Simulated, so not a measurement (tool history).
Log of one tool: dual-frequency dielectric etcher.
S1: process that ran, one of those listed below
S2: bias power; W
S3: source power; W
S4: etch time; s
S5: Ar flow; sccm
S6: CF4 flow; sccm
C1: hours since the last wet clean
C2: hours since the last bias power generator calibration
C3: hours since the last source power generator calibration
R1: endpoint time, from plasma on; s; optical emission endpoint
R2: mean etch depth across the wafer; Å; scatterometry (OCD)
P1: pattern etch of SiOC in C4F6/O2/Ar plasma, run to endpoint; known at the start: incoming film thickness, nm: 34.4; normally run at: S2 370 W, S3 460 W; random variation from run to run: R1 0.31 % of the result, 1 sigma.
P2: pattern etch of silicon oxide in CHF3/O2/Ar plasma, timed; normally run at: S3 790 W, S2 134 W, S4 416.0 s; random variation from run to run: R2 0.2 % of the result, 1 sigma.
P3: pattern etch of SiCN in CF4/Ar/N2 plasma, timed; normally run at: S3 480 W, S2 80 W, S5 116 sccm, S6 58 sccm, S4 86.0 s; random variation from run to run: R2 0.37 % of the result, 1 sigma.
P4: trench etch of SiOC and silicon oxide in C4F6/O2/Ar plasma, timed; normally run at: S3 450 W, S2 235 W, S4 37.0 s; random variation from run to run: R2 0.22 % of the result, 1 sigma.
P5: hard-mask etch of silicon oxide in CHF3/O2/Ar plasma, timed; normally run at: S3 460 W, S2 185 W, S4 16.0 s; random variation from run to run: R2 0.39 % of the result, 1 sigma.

run 1 hour=3.8 | S1=P1 S2=370 S3=460 | C1=334.2 C2=2839.9 C3=1937.8 | R1=12.1940
run 2 hour=7.0 | S1=P1 S2=470 S3=460 | C1=337.4 C2=2843.1 C3=1941.0 | R1=11.1210
run 3 hour=10.9 | S1=P5 S2=185 S3=460 S4=16.0 | C1=341.3 C2=2847.0 C3=1944.9 | R2=291.17
run 4 hour=13.4 | S1=P4 S2=235 S3=450 S4=50.0 | C1=343.8 C2=2849.5 C3=1947.4 | R2=1129.50
run 5 hour=17.6 | S1=P1 S2=370 S3=630 | C1=348.0 C2=2853.7 C3=1951.6 | R1=10.8570
run 6 hour=22.0 | S1=P4 S2=309 S3=450 S4=37.0 | C1=352.4 C2=2858.1 C3=1956.0 | R2=916.46
run 7 hour=24.5 | S1=P5 S2=185 S3=300 S4=16.0 | C1=354.9 C2=2860.6 C3=1958.5 | R2=248.48
run 8 hour=27.9 | S1=P3 S2=80 S3=480 S4=55.0 S5=116 S6=58 | C1=358.3 C2=2864.0 C3=1961.9 | R2=510.71
run 9 hour=31.9 | S1=P2 S2=176 S3=790 S4=416.0 | C1=362.3 C2=2868.0 C3=1965.9 | R2=9054.40
run 10 hour=34.5 | S1=P3 S2=80 S3=480 S4=86.0 S5=116 S6=70 | C1=364.9 C2=2870.6 C3=1968.5 | R2=824.35
run 11 hour=37.2 | S1=P1 S2=370 S3=460 | C1=367.6 C2=2873.3 C3=1971.2 | R1=12.1150
run 12 hour=40.4 | S1=P2 S2=134 S3=790 S4=416.0 | C1=370.8 C2=2876.5 C3=1974.4 | R2=8272.90
run 13 hour=43.2 | S1=P4 S2=235 S3=450 S4=37.0 | C1=373.6 C2=2879.3 C3=1977.2 | R2=834.31
run 14 hour=46.9 | S1=P5 S2=185 S3=460 S4=16.0 | C1=377.3 C2=2883.0 C3=1980.9 | R2=291.60
run 15 hour=51.1 | S1=P3 S2=80 S3=480 S4=86.0 S5=116 S6=58 | C1=381.5 C2=2887.2 C3=1985.1 | R2=791.65
run 16 hour=53.7 | S1=P2 S2=134 S3=790 S4=566.5 | C1=384.1 C2=2889.8 C3=1987.7 | R2=11306.00
run 17 hour=57.3 | S1=P1 S2=465 S3=630 | C1=387.7 C2=2893.4 C3=1991.3 | R1=9.9911
run 18 hour=61.7 | S1=P1 S2=370 S3=460 | C1=392.1 C2=2897.8 C3=1995.7 | R1=12.1600
run 19 hour=66.4 | S1=P5 S2=185 S3=460 S4=11.0 | C1=396.8 C2=2902.5 C3=2000.4 | R2=201.13
run 20 hour=69.5 | S1=P1 S2=370 S3=460 | C1=399.9 C2=2905.6 C3=2003.5 | R1=12.1650
run 21 hour=72.9 | S1=P4 S2=235 S3=450 S4=37.0 | C1=403.3 C2=2909.0 C3=2006.9 | R2=833.80
run 22 hour=76.3 | S1=P3 S2=80 S3=480 S4=86.0 S5=76 S6=58 | C1=406.7 C2=2912.4 C3=2010.3 | R2=844.86
run 23 hour=78.6 | S1=P3 S2=80 S3=590 S4=86.0 S5=116 S6=58 | C1=409.0 C2=2914.7 C3=2012.6 | R2=955.44
-- hour=78.8 bias power generator calibrated
run 24 hour=82.9 | S1=P2 S2=134 S3=1090 S4=416.0 | C1=413.3 C2=4.2 C3=2016.9 | R2=9414.20
run 25 hour=87.6 | S1=P4 S2=235 S3=350 S4=37.0 | C1=418.0 C2=8.9 C3=2021.6 | R2=760.16
run 26 hour=89.8 | S1=P5 S2=134 S3=460 S4=16.0 | C1=420.2 C2=11.1 C3=2023.8 | R2=261.17
run 27 hour=94.0 | S1=P1 S2=274 S3=460 | C1=424.4 C2=15.3 C3=2028.0 | R1=13.4550
run 28 hour=98.5 | S1=P1 S2=370 S3=290 | C1=428.9 C2=19.8 C3=2032.5 | R1=14.4920
run 29 hour=102.5 | S1=P2 S2=134 S3=790 S4=416.0 | C1=432.9 C2=23.8 C3=2036.5 | R2=8260.00
run 30 hour=107.2 | S1=P3 S2=47 S3=480 S4=86.0 S5=116 S6=58 | C1=437.6 C2=28.5 C3=2041.2 | R2=658.19
run 31 hour=110.7 | S1=P1 S2=370 S3=460 | C1=441.1 C2=32.0 C3=2044.7 | R1=12.1250
run 32 hour=113.9 | S1=P1 S2=370 S3=460 | C1=444.3 C2=35.2 C3=2047.9 | R1=12.2570
run 33 hour=117.9 | S1=P1 S2=370 S3=460 | C1=448.3 C2=39.2 C3=2051.9 | R1=12.2880
run 34 hour=120.5 | S1=P1 S2=370 S3=460 | C1=450.9 C2=41.8 C3=2054.5 | R1=12.3700
run 35 hour=123.4 | S1=P1 S2=370 S3=460 | C1=453.8 C2=44.7 C3=2057.4 | R1=12.3880
run 36 hour=126.0 | S1=P1 S2=370 S3=460 | C1=456.4 C2=47.3 C3=2060.0 | R1=12.3080
-- hour=126.2 wet clean of the chamber
run 37 hour=129.7 | S1=P1 S2=370 S3=460 | C1=3.5 C2=51.0 C3=2063.7 | R1=12.3570
run 38 hour=132.6 | S1=P1 S2=370 S3=460 | C1=6.4 C2=53.9 C3=2066.6 | R1=12.3590
run 39 hour=134.7 | S1=P1 S2=370 S3=460 | C1=8.5 C2=56.0 C3=2068.7 | R1=12.3440

What P1 gives has crept away from where it was. These 2 causes fit the log equally well, each at the size given:
A: source power that arrives under what is set, % = 4.03
B: bias power that arrives under what is set, % = 4.28
The creep began at about hour 110.7.
Why every other cause is out:
chamber walls in a state that lowers the etch rate, %: serviced at hour 126.2, which brought nothing back

4 check runs are offered, each on 2 wafers whose results are averaged, their results left as question marks. Which one tells the causes apart?
run check 1 hour=136.8 | S1=P2 S2=154 S3=790 S4=523.5 | R2=?
run check 2 hour=136.8 | S1=P4 S2=296 S3=450 S4=37.0 | R2=?
run check 3 hour=136.8 | S1=P5 S2=140 S3=460 S4=16.0 | R2=?
run check 4 hour=136.8 | S1=P3 S2=53 S3=480 S4=70.5 S5=116 S6=58 | R2=?

What each check would give under each cause:
check=check_1 result=R2 if_A=10720.00 if_B=10743.00
check=check_2 result=R2 if_A=889.42 if_B=889.87
check=check_3 result=R2 if_A=261.18 if_B=261.63
check=check_4 result=R2 if_A=543.29 if_B=555.00
How far apart the two closest causes lie, in the result that separates them most: check 1 0.21 %; check 2 0.05 %; check 3 0.17 %; check 4 2.13 %
Check 4 tells the causes apart: in the others they would give nearly the same result.

Then check 4 was run and gave: R2 556.77 Å. Which cause is it?

It is B: bias power that arrives under what is set, %.

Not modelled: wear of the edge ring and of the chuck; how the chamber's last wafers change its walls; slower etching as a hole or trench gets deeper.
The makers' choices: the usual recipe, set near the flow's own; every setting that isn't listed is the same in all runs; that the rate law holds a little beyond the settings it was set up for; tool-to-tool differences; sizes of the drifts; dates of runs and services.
